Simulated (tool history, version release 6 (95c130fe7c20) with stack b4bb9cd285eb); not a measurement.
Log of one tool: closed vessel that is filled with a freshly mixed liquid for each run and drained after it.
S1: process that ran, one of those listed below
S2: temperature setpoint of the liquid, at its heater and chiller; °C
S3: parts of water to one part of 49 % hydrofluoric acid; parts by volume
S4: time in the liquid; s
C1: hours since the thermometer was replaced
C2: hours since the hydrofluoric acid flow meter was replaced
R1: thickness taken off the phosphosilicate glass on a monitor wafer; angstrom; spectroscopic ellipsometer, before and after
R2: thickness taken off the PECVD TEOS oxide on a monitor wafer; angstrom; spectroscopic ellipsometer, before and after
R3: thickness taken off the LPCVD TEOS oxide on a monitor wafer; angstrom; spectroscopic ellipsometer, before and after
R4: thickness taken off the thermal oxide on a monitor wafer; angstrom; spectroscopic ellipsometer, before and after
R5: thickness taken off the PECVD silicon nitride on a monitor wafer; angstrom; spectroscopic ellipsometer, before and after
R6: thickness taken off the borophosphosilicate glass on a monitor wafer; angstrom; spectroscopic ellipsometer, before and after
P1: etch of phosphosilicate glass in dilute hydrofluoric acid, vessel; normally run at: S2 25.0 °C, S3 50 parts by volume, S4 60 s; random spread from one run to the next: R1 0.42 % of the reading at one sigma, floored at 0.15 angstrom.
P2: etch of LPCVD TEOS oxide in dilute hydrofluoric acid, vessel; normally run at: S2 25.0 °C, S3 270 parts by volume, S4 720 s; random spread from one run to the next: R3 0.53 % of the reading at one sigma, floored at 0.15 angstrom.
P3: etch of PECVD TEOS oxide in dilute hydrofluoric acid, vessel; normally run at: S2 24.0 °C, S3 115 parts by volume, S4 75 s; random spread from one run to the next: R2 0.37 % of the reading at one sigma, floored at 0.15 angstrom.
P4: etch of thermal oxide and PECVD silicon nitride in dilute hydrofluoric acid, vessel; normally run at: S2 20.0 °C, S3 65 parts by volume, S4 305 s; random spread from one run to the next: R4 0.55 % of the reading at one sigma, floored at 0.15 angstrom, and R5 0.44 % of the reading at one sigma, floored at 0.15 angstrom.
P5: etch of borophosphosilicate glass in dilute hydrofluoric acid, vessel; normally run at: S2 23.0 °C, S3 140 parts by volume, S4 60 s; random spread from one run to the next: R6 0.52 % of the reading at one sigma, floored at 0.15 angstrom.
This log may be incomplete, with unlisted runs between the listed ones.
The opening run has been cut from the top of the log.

run   hour  S1    S2   S3   S4      C1     C2       R1       R2      R3      R4       R5      R6
  2   13.8  P1  25.0   50   60  1448.9  264.5  1464.50
  3   18.2  P3  24.0  115  110  1453.3  268.9           111.590
  4   25.1  P1  20.0   85   60  1460.2  275.8   671.98
  5   28.6  P1  25.0   80   60  1463.7  279.3   886.97
  6   34.6  P2  25.0  270  720  1469.7  285.3                    494.26
  7   38.2  P4  20.0   65  570  1473.3  288.9                            362.01  252.240
  8   45.0  P1  25.0   50   60  1480.1  295.7  1462.00
  9   52.3  P1  25.0   50   60  1487.4  303.0  1474.70
 10   56.3  P3  24.0  115   75  1491.4  307.0            75.845
 11   62.4  P4  25.0   65  305  1497.5  313.1                            238.51  190.020
 12   65.9  P5  27.5  140   60  1501.0  316.6                                             327.05
 13   72.8  P5  23.0  220   60  1507.9  323.5                                             162.18
 14   80.4  P4  20.0   90  305  1515.5  331.1                            135.48   98.336
 15   88.0  P1  17.0   50   60  1523.1  338.7  1042.70
 16   94.6  P2  29.0  270  720  1529.7  345.3                    567.99
 17  101.6  P5  23.0  140   60  1536.7  352.3                                             277.19
 18  106.6  P1  21.5   65   60  1541.7  357.3   955.49
 19  113.6  P1  25.0   50   85  1548.7  364.3  2073.40
 20  118.6  P1  30.0   50   60  1553.7  369.3  1793.90
 21  122.5  P3  31.0  115   75  1557.6  373.2            99.327
 22  127.9  P1  25.0   50   60  1563.0  378.6  1464.50
 23  132.8  P5  23.0  140   60  1567.9  383.5                                             276.76

The next listed run, before its measurement:
 24  138.2  P3  24.0  65  75  1573.3  388.9       ?

{"run 24": {"R2": 143.09}}
